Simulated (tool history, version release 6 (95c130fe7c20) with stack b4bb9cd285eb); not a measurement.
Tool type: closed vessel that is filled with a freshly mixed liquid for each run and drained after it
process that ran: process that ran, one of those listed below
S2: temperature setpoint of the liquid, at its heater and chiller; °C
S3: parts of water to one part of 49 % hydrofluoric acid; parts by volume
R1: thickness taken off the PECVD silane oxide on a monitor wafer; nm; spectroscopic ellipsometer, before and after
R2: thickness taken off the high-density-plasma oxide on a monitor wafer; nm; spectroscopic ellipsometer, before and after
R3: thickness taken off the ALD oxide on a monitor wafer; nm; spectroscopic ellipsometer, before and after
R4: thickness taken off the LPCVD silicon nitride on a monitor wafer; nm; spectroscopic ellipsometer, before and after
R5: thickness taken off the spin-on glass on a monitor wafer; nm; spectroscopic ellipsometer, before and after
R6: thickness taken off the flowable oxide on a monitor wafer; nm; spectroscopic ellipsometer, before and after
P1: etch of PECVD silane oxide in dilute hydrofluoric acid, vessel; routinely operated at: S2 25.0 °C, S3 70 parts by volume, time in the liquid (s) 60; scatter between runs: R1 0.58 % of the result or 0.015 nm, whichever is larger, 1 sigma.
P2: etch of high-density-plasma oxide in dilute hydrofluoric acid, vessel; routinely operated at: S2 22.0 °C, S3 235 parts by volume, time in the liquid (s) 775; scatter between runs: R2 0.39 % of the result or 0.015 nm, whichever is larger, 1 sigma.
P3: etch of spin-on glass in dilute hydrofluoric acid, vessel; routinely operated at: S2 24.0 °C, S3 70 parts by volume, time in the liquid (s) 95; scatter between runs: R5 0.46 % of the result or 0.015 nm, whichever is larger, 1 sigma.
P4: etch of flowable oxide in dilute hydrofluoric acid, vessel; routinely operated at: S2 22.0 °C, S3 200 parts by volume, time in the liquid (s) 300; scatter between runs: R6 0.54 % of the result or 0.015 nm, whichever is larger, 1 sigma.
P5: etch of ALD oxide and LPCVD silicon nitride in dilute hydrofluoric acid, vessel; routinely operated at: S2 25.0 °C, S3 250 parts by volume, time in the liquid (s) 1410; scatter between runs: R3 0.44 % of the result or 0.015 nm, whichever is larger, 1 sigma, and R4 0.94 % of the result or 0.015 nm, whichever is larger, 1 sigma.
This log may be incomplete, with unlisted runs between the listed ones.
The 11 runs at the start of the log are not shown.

{"run": 12, "hour": 67.3, "process that ran": "P2", "S2": 22.0, "S3": 235, "time in the liquid (s)": 775, "R2": 13.905}
{"run": 13, "hour": 74.6, "process that ran": "P1", "S2": 25.0, "S3": 105, "time in the liquid (s)": 60, "R1": 14.732}
{"run": 14, "hour": 79.3, "process that ran": "P5", "S2": 25.0, "S3": 250, "time in the liquid (s)": 2335, "R3": 81.519, "R4": 4.9253}
{"run": 15, "hour": 84.6, "process that ran": "P1", "S2": 25.0, "S3": 70, "time in the liquid (s)": 60, "R1": 23.465}
{"run": 16, "hour": 88.6, "process that ran": "P3", "S2": 28.0, "S3": 70, "time in the liquid (s)": 95, "R5": 50.378}
{"run": 17, "hour": 94.9, "process that ran": "P4", "S2": 22.0, "S3": 200, "time in the liquid (s)": 300, "R6": 44.374}
{"run": 18, "hour": 100.7, "process that ran": "P4", "S2": 22.0, "S3": 40, "time in the liquid (s)": 300, "R6": 268.28}
{"run": 19, "hour": 106.6, "process that ran": "P1", "S2": 25.0, "S3": 110, "time in the liquid (s)": 85, "R1": 19.973}
{"run": 20, "hour": 112.0, "process that ran": "P1", "S2": 25.0, "S3": 70, "time in the liquid (s)": 115, "R1": 44.677}
{"run": 21, "hour": 119.2, "process that ran": "P1", "S2": 20.5, "S3": 70, "time in the liquid (s)": 60, "R1": 19.26}
{"run": 22, "hour": 123.1, "process that ran": "P3", "S2": 24.0, "S3": 105, "time in the liquid (s)": 95, "R5": 27.281}
{"run": 23, "hour": 129.2, "process that ran": "P1", "S2": 25.0, "S3": 70, "time in the liquid (s)": 60, "R1": 23.283}
{"run": 24, "hour": 135.2, "process that ran": "P2", "S2": 22.0, "S3": 235, "time in the liquid (s)": 260, "R2": 4.6233}

Forecast run 25:
{"run": 25, "hour": 141.3, "process that ran": "P1", "S2": 25.0, "S3": 70, "time in the liquid (s)": 60, "R1": "?"}

R1: 23.406 nm

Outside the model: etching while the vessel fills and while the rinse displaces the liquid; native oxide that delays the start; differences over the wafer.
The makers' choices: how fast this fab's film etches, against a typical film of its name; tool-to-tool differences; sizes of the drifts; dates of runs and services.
